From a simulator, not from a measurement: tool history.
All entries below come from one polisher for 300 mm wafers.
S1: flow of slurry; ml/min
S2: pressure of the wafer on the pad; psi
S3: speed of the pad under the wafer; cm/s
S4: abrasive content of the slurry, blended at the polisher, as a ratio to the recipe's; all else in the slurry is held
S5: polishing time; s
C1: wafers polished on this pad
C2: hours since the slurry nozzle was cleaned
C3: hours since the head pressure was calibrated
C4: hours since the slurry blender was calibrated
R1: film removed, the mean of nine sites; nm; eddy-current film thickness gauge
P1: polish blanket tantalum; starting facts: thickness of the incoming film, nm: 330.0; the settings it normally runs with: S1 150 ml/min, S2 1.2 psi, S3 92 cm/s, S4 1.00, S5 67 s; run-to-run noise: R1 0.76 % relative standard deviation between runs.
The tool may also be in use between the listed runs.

run  hour   S1   S2   S3    S4  S5    C1     C2     C3     C4      R1
  1   5.6  150  1.2   92  1.00  67   509  172.4  359.4   97.2  58.068
  2   9.0  150  1.2  136  1.00  67   531  175.8  362.8  100.6  84.485
  3  14.6  150  1.2   92  1.45  67   567  181.4  368.4  106.2  63.659
  4  18.9  150  0.6   92  1.00  67   595  185.7  372.7  110.5  28.899
  5  23.2  150  1.2   92  1.00  67   623  190.0  377.0  114.8  56.583
  6  26.2   90  1.2   92  1.00  67   642  193.0  380.0  117.8  51.343
  7  29.7  150  1.8   92  1.00  67   665  196.5  383.5  121.3  86.926
  8  35.3  225  1.2   92  1.00  67   701  202.1  389.1  126.9  61.329
  9  39.6  150  1.2   42  1.00  67   729  206.4  393.4  131.2  26.217
 10  44.2  150  1.2   92  1.00  93   758  211.0  398.0  135.8  79.608
 11  50.6  150  1.2   92  0.65  67   800  217.4  404.4  142.2  50.150
 12  55.7  150  1.2   92  1.00  36   833  222.5  409.5  147.3  30.742
 13  59.9  150  1.2   92  1.00  67   860  226.7  413.7  151.5  57.909
 14  66.3  150  1.2   70  1.00  97   901  233.1  420.1  157.9  62.993
 15  69.4  150  1.2   92  1.00  67   921  236.2  423.2  161.0  56.965
 16  74.0  150  1.2   92  1.00  67   951  240.8  427.8  165.6  57.446
 17  78.2  150  1.2   92  1.00  67   978  245.0  432.0  169.8  58.859
 18  83.8  150  1.2   92  1.00  67  1014  250.6  437.6  175.4  56.299

Run 19 is up next; what results do you expect?
 19  90.1  150  1.2  92  1.00  67  1055  256.9  443.9  181.7   ?

R1: 55.307 nm

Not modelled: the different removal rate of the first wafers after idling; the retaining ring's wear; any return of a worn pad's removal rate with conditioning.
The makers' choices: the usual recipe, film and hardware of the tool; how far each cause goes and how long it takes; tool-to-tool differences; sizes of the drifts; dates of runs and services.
